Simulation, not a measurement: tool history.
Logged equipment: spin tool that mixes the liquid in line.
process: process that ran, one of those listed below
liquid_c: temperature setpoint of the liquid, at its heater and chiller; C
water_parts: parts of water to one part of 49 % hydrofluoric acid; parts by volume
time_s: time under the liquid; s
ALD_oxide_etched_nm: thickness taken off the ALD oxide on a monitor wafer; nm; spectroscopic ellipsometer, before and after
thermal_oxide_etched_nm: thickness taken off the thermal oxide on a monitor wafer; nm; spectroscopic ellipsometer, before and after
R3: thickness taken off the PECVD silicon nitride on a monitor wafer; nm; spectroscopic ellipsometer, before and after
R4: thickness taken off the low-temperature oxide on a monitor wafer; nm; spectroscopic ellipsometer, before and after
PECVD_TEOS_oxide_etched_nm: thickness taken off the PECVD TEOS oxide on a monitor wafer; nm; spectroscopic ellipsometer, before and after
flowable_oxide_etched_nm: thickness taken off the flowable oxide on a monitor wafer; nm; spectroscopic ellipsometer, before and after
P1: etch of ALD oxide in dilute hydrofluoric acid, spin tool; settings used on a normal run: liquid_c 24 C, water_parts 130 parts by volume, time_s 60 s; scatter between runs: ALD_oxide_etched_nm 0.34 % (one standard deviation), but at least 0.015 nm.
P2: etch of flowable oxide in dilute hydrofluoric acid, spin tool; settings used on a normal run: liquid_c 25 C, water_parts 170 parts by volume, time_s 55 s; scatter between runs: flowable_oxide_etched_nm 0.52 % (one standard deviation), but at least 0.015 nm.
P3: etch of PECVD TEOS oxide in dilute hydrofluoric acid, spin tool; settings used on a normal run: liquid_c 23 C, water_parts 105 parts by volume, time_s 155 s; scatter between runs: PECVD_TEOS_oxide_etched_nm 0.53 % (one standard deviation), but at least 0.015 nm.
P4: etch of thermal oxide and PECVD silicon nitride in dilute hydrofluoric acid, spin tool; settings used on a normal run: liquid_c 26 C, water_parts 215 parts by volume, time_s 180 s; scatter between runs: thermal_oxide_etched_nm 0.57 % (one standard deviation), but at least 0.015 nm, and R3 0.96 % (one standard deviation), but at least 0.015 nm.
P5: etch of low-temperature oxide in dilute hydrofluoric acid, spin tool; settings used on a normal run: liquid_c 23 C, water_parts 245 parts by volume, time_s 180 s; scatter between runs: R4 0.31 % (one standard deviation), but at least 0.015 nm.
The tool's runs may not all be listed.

{"run": 1, "hour": 9.1, "process": "P1", "liquid_c": 24, "water_parts": 130, "time_s": 60, "ALD_oxide_etched_nm": 6.197}
{"run": 2, "hour": 17.9, "process": "P1", "liquid_c": 32, "water_parts": 60, "time_s": 60, "ALD_oxide_etched_nm": 20.19}
{"run": 3, "hour": 29.2, "process": "P4", "liquid_c": 26, "water_parts": 215, "time_s": 180, "thermal_oxide_etched_nm": 3.6275, "R3": 2.8202}
{"run": 4, "hour": 35.8, "process": "P1", "liquid_c": 30.5, "water_parts": 130, "time_s": 60, "ALD_oxide_etched_nm": 7.8849}
{"run": 5, "hour": 45.3, "process": "P1", "liquid_c": 24, "water_parts": 130, "time_s": 100, "ALD_oxide_etched_nm": 10.358}
{"run": 6, "hour": 55.0, "process": "P5", "liquid_c": 23, "water_parts": 130, "time_s": 180, "R4": 32.025}
{"run": 7, "hour": 65.3, "process": "P1", "liquid_c": 24, "water_parts": 235, "time_s": 60, "ALD_oxide_etched_nm": 3.0392}
{"run": 8, "hour": 72.2, "process": "P1", "liquid_c": 18, "water_parts": 130, "time_s": 60, "ALD_oxide_etched_nm": 4.8965}
{"run": 9, "hour": 79.2, "process": "P1", "liquid_c": 24, "water_parts": 130, "time_s": 60, "ALD_oxide_etched_nm": 6.1843}
{"run": 10, "hour": 85.3, "process": "P3", "liquid_c": 23, "water_parts": 50, "time_s": 155, "PECVD_TEOS_oxide_etched_nm": 80.111}
{"run": 11, "hour": 95.3, "process": "P1", "liquid_c": 24, "water_parts": 130, "time_s": 60, "ALD_oxide_etched_nm": 6.239}
{"run": 12, "hour": 104.0, "process": "P5", "liquid_c": 23, "water_parts": 245, "time_s": 180, "R4": 15.138}
{"run": 13, "hour": 112.4, "process": "P4", "liquid_c": 26, "water_parts": 215, "time_s": 15, "thermal_oxide_etched_nm": 0.30253, "R3": 0.24023}
{"run": 14, "hour": 118.9, "process": "P2", "liquid_c": 25, "water_parts": 170, "time_s": 55, "flowable_oxide_etched_nm": 17.385}
{"run": 15, "hour": 125.7, "process": "P1", "liquid_c": 24, "water_parts": 130, "time_s": 60, "ALD_oxide_etched_nm": 6.1898}
{"run": 16, "hour": 131.6, "process": "P1", "liquid_c": 24, "water_parts": 130, "time_s": 60, "ALD_oxide_etched_nm": 6.1755}
{"run": 17, "hour": 143.3, "process": "P4", "liquid_c": 33, "water_parts": 215, "time_s": 180, "thermal_oxide_etched_nm": 4.6532, "R3": 4.2826}
{"run": 18, "hour": 151.1, "process": "P2", "liquid_c": 25, "water_parts": 85, "time_s": 55, "flowable_oxide_etched_nm": 38.517}
{"run": 19, "hour": 161.0, "process": "P3", "liquid_c": 31, "water_parts": 105, "time_s": 155, "PECVD_TEOS_oxide_etched_nm": 48.554}
{"run": 20, "hour": 172.4, "process": "P3", "liquid_c": 23, "water_parts": 105, "time_s": 155, "PECVD_TEOS_oxide_etched_nm": 35.577}
{"run": 21, "hour": 180.6, "process": "P2", "liquid_c": 25, "water_parts": 170, "time_s": 110, "flowable_oxide_etched_nm": 34.655}
{"run": 22, "hour": 190.3, "process": "P5", "liquid_c": 23, "water_parts": 245, "time_s": 15, "R4": 1.2301}
{"run": 23, "hour": 197.8, "process": "P1", "liquid_c": 24, "water_parts": 55, "time_s": 60, "ALD_oxide_etched_nm": 15.985}
{"run": 24, "hour": 205.1, "process": "P2", "liquid_c": 17, "water_parts": 170, "time_s": 55, "flowable_oxide_etched_nm": 12.783}
{"run": 25, "hour": 212.7, "process": "P5", "liquid_c": 17, "water_parts": 245, "time_s": 180, "R4": 12.042}
{"run": 26, "hour": 223.1, "process": "P1", "liquid_c": 24, "water_parts": 130, "time_s": 15, "ALD_oxide_etched_nm": 1.5605}
{"run": 27, "hour": 234.6, "process": "P3", "liquid_c": 23, "water_parts": 105, "time_s": 60, "PECVD_TEOS_oxide_etched_nm": 13.73}
{"run": 28, "hour": 244.2, "process": "P4", "liquid_c": 26, "water_parts": 300, "time_s": 180, "thermal_oxide_etched_nm": 2.337, "R3": 2.0184}
{"run": 29, "hour": 256.2, "process": "P3", "liquid_c": 23, "water_parts": 105, "time_s": 155, "PECVD_TEOS_oxide_etched_nm": 36.068}
{"run": 30, "hour": 266.9, "process": "P1", "liquid_c": 24, "water_parts": 205, "time_s": 100, "ALD_oxide_etched_nm": 6.0262}
{"run": 31, "hour": 276.5, "process": "P1", "liquid_c": 24, "water_parts": 130, "time_s": 60, "ALD_oxide_etched_nm": 6.2132}
{"run": 32, "hour": 282.3, "process": "P1", "liquid_c": 24, "water_parts": 130, "time_s": 60, "ALD_oxide_etched_nm": 6.3323}
{"run": 33, "hour": 294.2, "process": "P1", "liquid_c": 24, "water_parts": 130, "time_s": 60, "ALD_oxide_etched_nm": 6.4842}
{"run": 34, "hour": 301.8, "process": "P1", "liquid_c": 24, "water_parts": 130, "time_s": 60, "ALD_oxide_etched_nm": 6.5569}
{"run": 35, "hour": 310.8, "process": "P1", "liquid_c": 24, "water_parts": 130, "time_s": 60, "ALD_oxide_etched_nm": 6.5511}
{"run": 36, "hour": 319.2, "process": "P1", "liquid_c": 24, "water_parts": 130, "time_s": 60, "ALD_oxide_etched_nm": 6.6033}
{"run": 37, "hour": 327.6, "process": "P1", "liquid_c": 24, "water_parts": 130, "time_s": 60, "ALD_oxide_etched_nm": 6.613}
{"run": 38, "hour": 335.5, "process": "P1", "liquid_c": 24, "water_parts": 130, "time_s": 60, "ALD_oxide_etched_nm": 6.657}
{"run": 39, "hour": 347.5, "process": "P1", "liquid_c": 24, "water_parts": 130, "time_s": 60, "ALD_oxide_etched_nm": 6.6546}
{"run": 40, "hour": 356.7, "process": "P1", "liquid_c": 24, "water_parts": 130, "time_s": 60, "ALD_oxide_etched_nm": 6.643}
{"run": 41, "hour": 364.2, "process": "P1", "liquid_c": 24, "water_parts": 130, "time_s": 60, "ALD_oxide_etched_nm": 6.6658}
{"run": 42, "hour": 372.7, "process": "P1", "liquid_c": 24, "water_parts": 130, "time_s": 60, "ALD_oxide_etched_nm": 6.6854}

P1 no longer gives what it gave before; its output has crept away from where it was. The following 2 causes, each at its listed size, fit the log equally well:
A: hydrofluoric acid flow above the setpoint (%) = 6.45
B: liquid hotter than its thermometer reads (K) = 1.87
The process output started creeping at around hour 276.5.

Which of the check runs below tells the causes apart, meaning the causes would give it clearly different results? Each run uses 5 wafers whose results are averaged, and each result is shown as a question mark.
{"run": "check 1", "hour": 381.2, "process": "P4", "liquid_c": 30.5, "water_parts": 215, "time_s": 95, "thermal_oxide_etched_nm": "?", "R3": "?"}
{"run": "check 2", "hour": 381.2, "process": "P3", "liquid_c": 30.5, "water_parts": 105, "time_s": 155, "PECVD_TEOS_oxide_etched_nm": "?"}
{"run": "check 3", "hour": 381.2, "process": "P2", "liquid_c": 25, "water_parts": 120, "time_s": 110, "flowable_oxide_etched_nm": "?"}
{"run": "check 4", "hour": 381.2, "process": "P5", "liquid_c": 17, "water_parts": 245, "time_s": 180, "R4": "?"}

Expected result of each check under each candidate cause:
check=check_1 result=thermal_oxide_etched_nm if_A=2.4265 if_B=2.3888
check=check_1 result=R3 if_A=2.0764 if_B=2.1733
check=check_2 result=PECVD_TEOS_oxide_etched_nm if_A=51.277 if_B=51.14
check=check_3 result=flowable_oxide_etched_nm if_A=56.125 if_B=56.14
check=check_4 result=R4 if_A=12.981 if_B=12.936
Gap, in per cent, between the two causes that each check separates least, read from the result that separates them most: check 1 4.56 %; check 2 0.27 %; check 3 0.03 %; check 4 0.35 %
Check 1 distinguishes between the causes, while the remaining checks would return nearly the same result for all of them.

Check 1 was carried out, with these results: thermal_oxide_etched_nm 2.3852 nm; R3 2.1614 nm. Which of the listed causes is responsible?

B is the cause: liquid hotter than its thermometer reads (K).

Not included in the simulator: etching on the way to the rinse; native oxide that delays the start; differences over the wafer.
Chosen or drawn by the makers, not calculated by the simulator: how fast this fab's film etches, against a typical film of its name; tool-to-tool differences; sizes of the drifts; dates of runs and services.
